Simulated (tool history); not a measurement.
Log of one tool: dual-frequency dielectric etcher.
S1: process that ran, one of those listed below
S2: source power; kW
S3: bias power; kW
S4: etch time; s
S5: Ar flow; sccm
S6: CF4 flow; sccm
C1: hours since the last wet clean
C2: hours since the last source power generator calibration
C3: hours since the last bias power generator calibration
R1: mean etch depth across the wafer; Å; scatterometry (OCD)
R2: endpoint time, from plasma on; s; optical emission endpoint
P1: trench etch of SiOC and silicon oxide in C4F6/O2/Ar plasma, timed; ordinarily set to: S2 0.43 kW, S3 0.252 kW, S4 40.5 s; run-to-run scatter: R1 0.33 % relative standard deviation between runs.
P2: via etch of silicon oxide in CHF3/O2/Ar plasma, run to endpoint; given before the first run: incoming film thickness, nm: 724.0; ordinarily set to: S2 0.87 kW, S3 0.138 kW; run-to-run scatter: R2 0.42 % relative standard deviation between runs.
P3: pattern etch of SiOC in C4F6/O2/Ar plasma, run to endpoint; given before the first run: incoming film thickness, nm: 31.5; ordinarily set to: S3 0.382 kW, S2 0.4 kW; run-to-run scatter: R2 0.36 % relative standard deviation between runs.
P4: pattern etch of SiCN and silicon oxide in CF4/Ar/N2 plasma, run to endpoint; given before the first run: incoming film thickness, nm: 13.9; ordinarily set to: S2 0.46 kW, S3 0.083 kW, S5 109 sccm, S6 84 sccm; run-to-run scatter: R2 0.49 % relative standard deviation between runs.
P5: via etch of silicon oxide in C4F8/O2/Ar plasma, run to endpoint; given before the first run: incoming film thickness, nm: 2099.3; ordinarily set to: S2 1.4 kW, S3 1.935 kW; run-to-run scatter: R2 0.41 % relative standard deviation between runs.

run 1 hour=3.8 | S1=P1 S2=0.43 S3=0.252 S4=40.5 | C1=85.6 C2=1496.3 C3=2879.9 | R1=897.64
run 2 hour=6.7 | S1=P4 S2=0.46 S3=0.049 S5=109 S6=84 | C1=88.5 C2=1499.2 C3=2882.8 | R2=18.005
run 3 hour=9.6 | S1=P5 S2=1.4 S3=2.468 | C1=91.4 C2=1502.1 C3=2885.7 | R2=455.13
run 4 hour=12.1 | S1=P4 S2=0.46 S3=0.083 S5=84 S6=84 | C1=93.9 C2=1504.6 C3=2888.2 | R2=14.632
run 5 hour=16.7 | S1=P3 S2=0.4 S3=0.289 | C1=98.5 C2=1509.2 C3=2892.8 | R2=13.084
run 6 hour=19.3 | S1=P2 S2=0.87 S3=0.111 | C1=101.1 C2=1511.8 C3=2895.4 | R2=369.52
run 7 hour=22.1 | S1=P1 S2=0.43 S3=0.252 S4=40.5 | C1=103.9 C2=1514.6 C3=2898.2 | R1=898.08
run 8 hour=25 | S1=P1 S2=0.57 S3=0.201 S4=40.5 | C1=106.8 C2=1517.5 C3=2901.1 | R1=934.82
run 9 hour=27.3 | S1=P3 S2=0.47 S3=0.382 | C1=109.1 C2=1519.8 C3=2903.4 | R2=11.135
run 10 hour=31.3 | S1=P1 S2=0.43 S3=0.157 S4=40.5 | C1=113.1 C2=1523.8 C3=2907.4 | R1=775.38
run 11 hour=36 | S1=P5 S2=1.4 S3=1.935 | C1=117.8 C2=1528.5 C3=2912.1 | R2=491.24
run 12 hour=38.9 | S1=P4 S2=0.46 S3=0.083 S5=109 S6=84 | C1=120.7 C2=1531.4 C3=2915 | R2=15.112
run 13 hour=44.1 | S1=P2 S2=0.87 S3=0.138 | C1=125.9 C2=1536.6 C3=2920.2 | R2=345.36
run 14 hour=47.3 | S1=P2 S2=0.87 S3=0.138 | C1=129.1 C2=1539.8 C3=2923.4 | R2=346.02
run 15 hour=52.1 | S1=P2 S2=0.57 S3=0.138 | C1=133.9 C2=1544.6 C3=2928.2 | R2=405.29
run 16 hour=55 | S1=P1 S2=0.43 S3=0.252 S4=55 | C1=136.8 C2=1547.5 C3=2931.1 | R1=1221.5
run 17 hour=59.7 | S1=P1 S2=0.25 S3=0.252 S4=40.5 | C1=141.5 C2=1552.2 C3=2935.8 | R1=730.83
run 18 hour=62.6 | S1=P1 S2=0.43 S3=0.326 S4=40.5 | C1=144.4 C2=1555.1 C3=2938.7 | R1=977.23
run 19 hour=65.5 | S1=P1 S2=0.43 S3=0.252 S4=40.5 | C1=147.3 C2=1558 C3=2941.6 | R1=897.23
run 20 hour=70.1 | S1=P1 S2=0.43 S3=0.198 S4=28 | C1=151.9 C2=1562.6 C3=2946.2 | R1=573.9
run 21 hour=73.8 | S1=P4 S2=0.46 S3=0.083 S5=109 S6=116 | C1=155.6 C2=1566.3 C3=2949.9 | R2=14.571
run 22 hour=78.4 | S1=P5 S2=1.65 S3=1.935 | C1=160.2 C2=1570.9 C3=2954.5 | R2=457.76
run 23 hour=83.4 | S1=P1 S2=0.43 S3=0.252 S4=40.5 | C1=165.2 C2=1575.9 C3=2959.5 | R1=902.15
run 24 hour=87.4 | S1=P1 S2=0.43 S3=0.252 S4=40.5 | C1=169.2 C2=1579.9 C3=2963.5 | R1=900.33
-- hour=88.5 bias power generator calibrated
run 25 hour=90 | S1=P3 S2=0.4 S3=0.382 | C1=171.8 C2=1582.5 C3=1.5 | R2=11.842
run 26 hour=95.1 | S1=P1 S2=0.43 S3=0.252 S4=30 | C1=176.9 C2=1587.6 C3=6.6 | R1=664.87
run 27 hour=99.8 | S1=P1 S2=0.43 S3=0.307 S4=31 | C1=181.6 C2=1592.3 C3=11.3 | R1=732.62
run 28 hour=105.2 | S1=P4 S2=0.28 S3=0.083 S5=109 S6=84 | C1=187 C2=1597.7 C3=16.7 | R2=23.559
run 29 hour=107.6 | S1=P1 S2=0.51 S3=0.252 S4=40.5 | C1=189.4 C2=1600.1 C3=19.1 | R1=962.23
run 30 hour=112.8 | S1=P1 S2=0.43 S3=0.252 S4=40.5 | C1=194.6 C2=1605.3 C3=24.3 | R1=896.11
run 31 hour=117.7 | S1=P1 S2=0.43 S3=0.252 S4=40.5 | C1=199.5 C2=1610.2 C3=29.2 | R1=891.77
run 32 hour=123.2 | S1=P1 S2=0.43 S3=0.252 S4=40.5 | C1=205 C2=1615.7 C3=34.7 | R1=894.46
run 33 hour=128.6 | S1=P1 S2=0.43 S3=0.252 S4=40.5 | C1=210.4 C2=1621.1 C3=40.1 | R1=886.98
run 34 hour=132.9 | S1=P1 S2=0.43 S3=0.252 S4=40.5 | C1=214.7 C2=1625.4 C3=44.4 | R1=886.4
-- hour=136.5 wet clean of the chamber
run 35 hour=137.7 | S1=P1 S2=0.43 S3=0.252 S4=40.5 | C1=1.2 C2=1630.2 C3=49.2 | R1=883.24
run 36 hour=142.5 | S1=P1 S2=0.43 S3=0.252 S4=40.5 | C1=6 C2=1635 C3=54 | R1=885.12
run 37 hour=145.3 | S1=P1 S2=0.43 S3=0.252 S4=40.5 | C1=8.8 C2=1637.8 C3=56.8 | R1=885.74
run 38 hour=149.9 | S1=P1 S2=0.43 S3=0.252 S4=40.5 | C1=13.4 C2=1642.4 C3=61.4 | R1=883.45
run 39 hour=153.7 | S1=P1 S2=0.43 S3=0.252 S4=40.5 | C1=17.2 C2=1646.2 C3=65.2 | R1=878.1
run 40 hour=156.4 | S1=P1 S2=0.43 S3=0.252 S4=40.5 | C1=19.9 C2=1648.9 C3=67.9 | R1=881.37
run 41 hour=161.8 | S1=P1 S2=0.43 S3=0.252 S4=40.5 | C1=25.3 C2=1654.3 C3=73.3 | R1=884.8

P1 has crept away from where it was. The log is fitted equally well by each of these 2 causes, at the sizes shown:
A: bias power that arrives under what is set, % = 4.87
B: source power that arrives under what is set, % = 4.29
The process output started creeping at around hour 112.8.
Why every other cause is out:
chamber walls in a state that lowers the etch rate, %: serviced after onset, at hour 136.5, with no recovery of the prior output

You are offered 4 check runs, listed below with question marks in place of their results; each one averages 3 wafers. Which run separates the listed causes by giving clearly different results for each?
run check 1 hour=167.2 | S1=P3 S2=0.4 S3=0.382 | R2=?
run check 2 hour=167.2 | S1=P4 S2=0.46 S3=0.083 S5=109 S6=84 | R2=?
run check 3 hour=167.2 | S1=P2 S2=0.87 S3=0.138 | R2=?
run check 4 hour=167.2 | S1=P5 S2=1.4 S3=1.935 | R2=?

What each check would give under each cause:
check=check_1 result=R2 if_A=11.998 if_B=11.98
check=check_2 result=R2 if_A=15.488 if_B=15.827
check=check_3 result=R2 if_A=351.49 if_B=352.16
check=check_4 result=R2 if_A=495.9 if_B=497.35
Separation of the two closest causes in each check, using whichever result separates them best: check 1 0.14 %; check 2 2.16 %; check 3 0.19 %; check 4 0.29 %
Only check 2 tells the causes apart: in the others they would give nearly the same result.

The results of check 2 are: R2 15.495 s. Based on these, which of the listed causes is it?

A is the cause: bias power that arrives under what is set, %.
